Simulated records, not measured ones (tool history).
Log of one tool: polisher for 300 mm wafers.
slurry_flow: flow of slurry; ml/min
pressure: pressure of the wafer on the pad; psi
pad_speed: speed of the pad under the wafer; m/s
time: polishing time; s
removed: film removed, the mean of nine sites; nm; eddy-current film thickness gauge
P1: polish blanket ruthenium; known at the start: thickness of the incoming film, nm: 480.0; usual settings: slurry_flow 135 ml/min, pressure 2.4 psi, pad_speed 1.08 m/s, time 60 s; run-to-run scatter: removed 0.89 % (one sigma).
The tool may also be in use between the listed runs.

{"run": 1, "hour": 2.9, "slurry_flow": 135, "pressure": 2.4, "pad_speed": 1.08, "time": 60, "removed": 74.411}
{"run": 2, "hour": 5.7, "slurry_flow": 135, "pressure": 2.4, "pad_speed": 1.08, "time": 60, "removed": 74.193}
{"run": 3, "hour": 8.3, "slurry_flow": 135, "pressure": 2.4, "pad_speed": 1.08, "time": 93, "removed": 116.11}
{"run": 4, "hour": 12.6, "slurry_flow": 135, "pressure": 2.4, "pad_speed": 1.08, "time": 60, "removed": 73.61}
{"run": 5, "hour": 16.8, "slurry_flow": 135, "pressure": 1.1, "pad_speed": 1.08, "time": 60, "removed": 34.418}
{"run": 6, "hour": 20.6, "slurry_flow": 135, "pressure": 2.4, "pad_speed": 1.5, "time": 60, "removed": 104.54}
{"hour": 21.1, "done": "worn pad replaced by a new one"}
{"run": 7, "hour": 22.7, "slurry_flow": 200, "pressure": 2.4, "pad_speed": 1.08, "time": 60, "removed": 79.086}
{"run": 8, "hour": 24.9, "slurry_flow": 135, "pressure": 2.4, "pad_speed": 1.08, "time": 60, "removed": 74.459}
{"run": 9, "hour": 27.4, "slurry_flow": 135, "pressure": 2.4, "pad_speed": 0.48, "time": 60, "removed": 32.874}
{"run": 10, "hour": 29.4, "slurry_flow": 135, "pressure": 1.4, "pad_speed": 1.08, "time": 86, "removed": 63.017}
{"run": 11, "hour": 32.3, "slurry_flow": 135, "pressure": 2.4, "pad_speed": 1.08, "time": 60, "removed": 74.745}
{"run": 12, "hour": 36.5, "slurry_flow": 100, "pressure": 2.4, "pad_speed": 1.54, "time": 60, "removed": 99.758}
{"run": 13, "hour": 39.5, "slurry_flow": 100, "pressure": 2.4, "pad_speed": 1.08, "time": 60, "removed": 70.301}
{"run": 14, "hour": 41.6, "slurry_flow": 135, "pressure": 2.4, "pad_speed": 1.08, "time": 60, "removed": 74.3}
{"run": 15, "hour": 45.5, "slurry_flow": 135, "pressure": 2.4, "pad_speed": 1.08, "time": 27, "removed": 33.463}
{"run": 16, "hour": 49.7, "slurry_flow": 135, "pressure": 3.5, "pad_speed": 1.08, "time": 60, "removed": 108.9}
{"run": 17, "hour": 51.9, "slurry_flow": 135, "pressure": 2.4, "pad_speed": 1.08, "time": 60, "removed": 73.868}
{"run": 18, "hour": 54.2, "slurry_flow": 135, "pressure": 2.4, "pad_speed": 1.08, "time": 60, "removed": 73.234}
{"run": 19, "hour": 57.0, "slurry_flow": 135, "pressure": 2.4, "pad_speed": 1.08, "time": 60, "removed": 70.202}
{"run": 20, "hour": 59.3, "slurry_flow": 135, "pressure": 2.4, "pad_speed": 1.08, "time": 60, "removed": 69.871}
{"run": 21, "hour": 62.4, "slurry_flow": 135, "pressure": 2.4, "pad_speed": 1.08, "time": 60, "removed": 69.214}
{"run": 22, "hour": 64.5, "slurry_flow": 135, "pressure": 2.4, "pad_speed": 1.08, "time": 60, "removed": 68.071}
{"run": 23, "hour": 68.7, "slurry_flow": 135, "pressure": 2.4, "pad_speed": 1.08, "time": 60, "removed": 66.279}
{"run": 24, "hour": 73.0, "slurry_flow": 135, "pressure": 2.4, "pad_speed": 1.08, "time": 60, "removed": 66.285}
{"hour": 74.8, "done": "worn pad replaced by a new one"}
{"run": 25, "hour": 76.5, "slurry_flow": 135, "pressure": 2.4, "pad_speed": 1.08, "time": 60, "removed": 66.647}
{"run": 26, "hour": 80.5, "slurry_flow": 135, "pressure": 2.4, "pad_speed": 1.08, "time": 60, "removed": 67.908}
{"run": 27, "hour": 82.5, "slurry_flow": 135, "pressure": 2.4, "pad_speed": 1.08, "time": 60, "removed": 66.42}

What P1 gives has crept away from where it was. These 2 causes fit the log equally well, each at the size given:
A: head's pressure below its setpoint, % = 10.8
B: slurry flow missing at the pad, % = 38.2
The creep began at about hour 51.9.
Why every other cause is out:
removal rate lost through wear of the pad, %: serviced at hour 74.8, which brought nothing back

4 check runs are offered, each on 5 wafers whose results are averaged, their results left as question marks. Which one tells the causes apart?
{"run": "check 1", "hour": 84.5, "slurry_flow": 135, "pressure": 3.0, "pad_speed": 1.4, "time": 60, "removed": "?"}
{"run": "check 2", "hour": 84.5, "slurry_flow": 105, "pressure": 2.4, "pad_speed": 0.48, "time": 60, "removed": "?"}
{"run": "check 3", "hour": 84.5, "slurry_flow": 135, "pressure": 1.5, "pad_speed": 1.08, "time": 60, "removed": "?"}
{"run": "check 4", "hour": 84.5, "slurry_flow": 135, "pressure": 2.4, "pad_speed": 0.68, "time": 28, "removed": "?"}

What each check would give under each cause:
check=check_1 result=removed if_A=107.980 if_B=107.980
check=check_2 result=removed if_A=28.072 if_B=27.295
check=check_3 result=removed if_A=41.650 if_B=41.648
check=check_4 result=removed if_A=19.581 if_B=19.580
How far apart the two closest causes lie, in the result that separates them most: check 1 0.01 %; check 2 2.81 %; check 3 0.01 %; check 4 0.01 %
Only check 2 tells the causes apart: in the others they would give nearly the same result.

Check 2 was then run and gave: removed 28.104 nm. Which cause is it?

It is A: head's pressure below its setpoint, %.
